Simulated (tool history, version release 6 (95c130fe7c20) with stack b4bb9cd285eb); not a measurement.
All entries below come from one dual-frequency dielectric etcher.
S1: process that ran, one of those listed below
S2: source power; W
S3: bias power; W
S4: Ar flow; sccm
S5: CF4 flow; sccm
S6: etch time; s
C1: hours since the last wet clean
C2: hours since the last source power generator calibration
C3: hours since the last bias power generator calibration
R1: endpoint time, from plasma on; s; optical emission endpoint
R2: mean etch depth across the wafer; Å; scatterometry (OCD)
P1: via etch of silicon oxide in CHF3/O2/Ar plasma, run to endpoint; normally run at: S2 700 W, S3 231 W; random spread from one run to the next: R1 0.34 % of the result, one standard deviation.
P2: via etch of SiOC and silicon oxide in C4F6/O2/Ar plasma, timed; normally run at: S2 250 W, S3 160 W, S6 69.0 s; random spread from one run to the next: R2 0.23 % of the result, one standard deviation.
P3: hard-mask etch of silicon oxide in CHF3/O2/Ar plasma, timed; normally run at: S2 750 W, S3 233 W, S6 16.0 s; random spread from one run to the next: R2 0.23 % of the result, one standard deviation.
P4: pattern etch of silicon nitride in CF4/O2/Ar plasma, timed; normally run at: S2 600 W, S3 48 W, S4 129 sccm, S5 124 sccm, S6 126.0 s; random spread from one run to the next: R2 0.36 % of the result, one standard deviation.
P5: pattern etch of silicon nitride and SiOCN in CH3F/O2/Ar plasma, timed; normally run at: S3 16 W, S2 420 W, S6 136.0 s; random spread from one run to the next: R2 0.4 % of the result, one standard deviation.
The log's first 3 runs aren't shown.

run,hour,S1,S2,S3,S4,S5,S6,C1,C2,C3,R1,R2
4,50.6,P1,700,231,,,,169.3,1058.8,1237.6,294.20,
5,61.7,P4,730,48,129,124,126.0,180.4,1069.9,1248.7,,3248.100
6,78.2,P1,700,231,,,,196.9,1086.4,1265.2,294.07,
7,90.3,P2,190,160,,,69.0,209.0,1098.5,1277.3,,574.210
8,98.2,P1,700,231,,,,216.9,1106.4,1285.2,294.64,
9,109.6,P5,270,16,,,136.0,228.3,1117.8,1296.6,,134.560
10,123.8,P5,420,10,,,136.0,242.5,1132.0,1310.8,,131.790
11,138.3,P3,750,233,,,20.0,257.0,1146.5,1325.3,,465.280
12,155.2,P1,700,182,,,,273.9,1163.4,1342.2,318.39,
13,167.1,P5,420,16,,,136.0,285.8,1175.3,1354.1,,156.900
14,176.0,P1,700,231,,,,294.7,1184.2,1363.0,294.68,
15,191.9,P3,750,294,,,16.0,310.6,1200.1,1378.9,,404.840
16,200.6,P1,700,231,,,,319.3,1208.8,1387.6,293.16,
17,216.8,P2,250,160,,,51.0,335.5,1225.0,1403.8,,471.850
18,228.9,P1,510,231,,,,347.6,1237.1,1415.9,332.63,
19,242.5,P3,560,233,,,16.0,361.2,1250.7,1429.5,,335.060
20,254.7,P4,600,64,129,124,126.0,373.4,1262.9,1441.7,,3052.600
21,267.5,P4,600,48,129,124,171.5,386.2,1275.7,1454.5,,3731.500
22,277.6,P4,600,48,89,124,126.0,396.3,1285.8,1464.6,,2882.300
23,292.1,P1,700,231,,,,410.8,1300.3,1479.1,295.04,
24,303.3,P2,250,160,,,69.0,422.0,1311.5,1490.3,,640.160
25,318.5,P5,420,16,,,75.0,437.2,1326.7,1505.5,,87.004

Forecast run 26:
26,326.9,P1,520,303,,,,445.6,1335.1,1513.9,?,

R1: 297.14 s

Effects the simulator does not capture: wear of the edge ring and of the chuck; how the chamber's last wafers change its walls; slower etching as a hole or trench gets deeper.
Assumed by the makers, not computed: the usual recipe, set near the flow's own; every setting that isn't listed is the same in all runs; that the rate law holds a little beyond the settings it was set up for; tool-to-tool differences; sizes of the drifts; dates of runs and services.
